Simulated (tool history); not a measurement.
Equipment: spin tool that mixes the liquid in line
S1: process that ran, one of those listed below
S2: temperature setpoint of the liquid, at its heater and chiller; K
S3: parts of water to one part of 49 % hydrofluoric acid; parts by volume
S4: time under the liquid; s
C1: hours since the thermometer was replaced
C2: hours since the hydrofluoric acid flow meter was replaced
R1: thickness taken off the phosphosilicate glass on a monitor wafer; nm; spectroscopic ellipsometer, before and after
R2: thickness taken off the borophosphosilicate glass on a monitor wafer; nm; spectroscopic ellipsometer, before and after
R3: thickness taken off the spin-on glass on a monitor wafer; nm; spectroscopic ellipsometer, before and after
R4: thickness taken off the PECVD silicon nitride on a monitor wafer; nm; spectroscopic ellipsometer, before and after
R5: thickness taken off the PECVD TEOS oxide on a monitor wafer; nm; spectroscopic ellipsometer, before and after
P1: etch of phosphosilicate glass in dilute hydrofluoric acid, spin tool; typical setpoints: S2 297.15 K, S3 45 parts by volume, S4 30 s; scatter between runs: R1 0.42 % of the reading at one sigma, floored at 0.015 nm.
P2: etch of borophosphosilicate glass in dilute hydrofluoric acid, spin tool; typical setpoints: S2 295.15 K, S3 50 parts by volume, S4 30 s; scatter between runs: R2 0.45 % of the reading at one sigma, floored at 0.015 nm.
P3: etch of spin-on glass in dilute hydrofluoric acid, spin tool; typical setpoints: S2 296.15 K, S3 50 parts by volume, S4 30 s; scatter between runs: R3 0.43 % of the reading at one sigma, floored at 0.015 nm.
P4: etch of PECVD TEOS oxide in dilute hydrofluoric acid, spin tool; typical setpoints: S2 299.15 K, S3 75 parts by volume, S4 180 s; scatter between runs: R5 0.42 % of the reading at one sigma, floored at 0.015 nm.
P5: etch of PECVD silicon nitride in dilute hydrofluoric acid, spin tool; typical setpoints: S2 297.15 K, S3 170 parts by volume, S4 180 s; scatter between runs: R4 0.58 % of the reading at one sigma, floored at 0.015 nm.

run 1 hour=14.1 | S1=P1 S2=297.15 S3=45 S4=30 | C1=756.1 C2=925.1 | R1=71.653
run 2 hour=31.5 | S1=P2 S2=295.15 S3=50 S4=30 | C1=773.5 C2=942.5 | R2=24.481
run 3 hour=46.3 | S1=P1 S2=297.15 S3=45 S4=30 | C1=788.3 C2=957.3 | R1=71.848
run 4 hour=54.5 | S1=P1 S2=297.15 S3=20 S4=30 | C1=796.5 C2=965.5 | R1=167.72
run 5 hour=71.8 | S1=P2 S2=295.15 S3=75 S4=30 | C1=813.8 C2=982.8 | R2=15.697
run 6 hour=81 | S1=P3 S2=290.15 S3=50 S4=30 | C1=823 C2=992 | R3=14.8
run 7 hour=90.7 | S1=P5 S2=297.15 S3=170 S4=180 | C1=832.7 C2=1001.7 | R4=4.8707
run 8 hour=104 | S1=P4 S2=299.15 S3=75 S4=180 | C1=846 C2=1015 | R5=22.275
run 9 hour=115.4 | S1=P4 S2=306.15 S3=75 S4=180 | C1=857.4 C2=1026.4 | R5=29.051
run 10 hour=130.3 | S1=P1 S2=297.15 S3=45 S4=15 | C1=872.3 C2=1041.3 | R1=35.931
run 11 hour=145.8 | S1=P1 S2=303.15 S3=45 S4=30 | C1=887.8 C2=1056.8 | R1=91.53
run 12 hour=163 | S1=P3 S2=296.15 S3=50 S4=15 | C1=905 C2=1074 | R3=9.5007
run 13 hour=174.4 | S1=P1 S2=297.15 S3=45 S4=30 | C1=916.4 C2=1085.4 | R1=72.227
run 14 hour=183.1 | S1=P4 S2=299.15 S3=35 S4=180 | C1=925.1 C2=1094.1 | R5=50.585
run 15 hour=201.6 | S1=P1 S2=297.15 S3=45 S4=30 | C1=943.6 C2=1112.6 | R1=72.338
run 16 hour=215.9 | S1=P1 S2=290.15 S3=45 S4=30 | C1=957.9 C2=1126.9 | R1=53.22
run 17 hour=228.7 | S1=P1 S2=297.15 S3=45 S4=65 | C1=970.7 C2=1139.7 | R1=156.3
-- hour=230 hydrofluoric acid flow meter replaced
run 18 hour=245.1 | S1=P3 S2=296.15 S3=50 S4=30 | C1=987.1 C2=15.2 | R3=19.201
run 19 hour=261.1 | S1=P5 S2=297.15 S3=170 S4=180 | C1=1003.1 C2=31.2 | R4=4.9172
run 20 hour=279.1 | S1=P4 S2=299.15 S3=75 S4=290 | C1=1021.1 C2=49.2 | R5=35.594
run 21 hour=294.5 | S1=P3 S2=296.15 S3=50 S4=30 | C1=1036.5 C2=64.6 | R3=19.145
run 22 hour=304.8 | S1=P1 S2=297.15 S3=20 S4=50 | C1=1046.8 C2=74.9 | R1=279.2
run 23 hour=315.4 | S1=P5 S2=303.65 S3=170 S4=180 | C1=1057.4 C2=85.5 | R4=7.4829
run 24 hour=333.7 | S1=P5 S2=297.15 S3=30 S4=180 | C1=1075.7 C2=103.8 | R4=27.019
run 25 hour=348.3 | S1=P3 S2=296.15 S3=75 S4=30 | C1=1090.3 C2=118.4 | R3=12.311
run 26 hour=359.7 | S1=P1 S2=297.15 S3=45 S4=30 | C1=1101.7 C2=129.8 | R1=71.912
run 27 hour=377 | S1=P5 S2=297.15 S3=170 S4=350 | C1=1119 C2=147.1 | R4=9.6071
run 28 hour=386.3 | S1=P2 S2=300.65 S3=50 S4=30 | C1=1128.3 C2=156.4 | R2=30.441
run 29 hour=398.4 | S1=P1 S2=300.65 S3=45 S4=15 | C1=1140.4 C2=168.5 | R1=41.386
run 30 hour=409.6 | S1=P4 S2=299.15 S3=75 S4=180 | C1=1151.6 C2=179.7 | R5=22.294
run 31 hour=421.4 | S1=P2 S2=295.15 S3=50 S4=15 | C1=1163.4 C2=191.5 | R2=12.234
run 32 hour=430.5 | S1=P1 S2=294.15 S3=65 S4=30 | C1=1172.5 C2=200.6 | R1=43.016
run 33 hour=440.8 | S1=P1 S2=297.15 S3=75 S4=30 | C1=1182.8 C2=210.9 | R1=41.715
run 34 hour=454.4 | S1=P1 S2=297.15 S3=45 S4=30 | C1=1196.4 C2=224.5 | R1=72.192

Forecast run 35:
run 35 hour=465.3 | S1=P1 S2=297.15 S3=45 S4=30 | C1=1207.3 C2=235.4 | R1=?

R1: 69.393 nm

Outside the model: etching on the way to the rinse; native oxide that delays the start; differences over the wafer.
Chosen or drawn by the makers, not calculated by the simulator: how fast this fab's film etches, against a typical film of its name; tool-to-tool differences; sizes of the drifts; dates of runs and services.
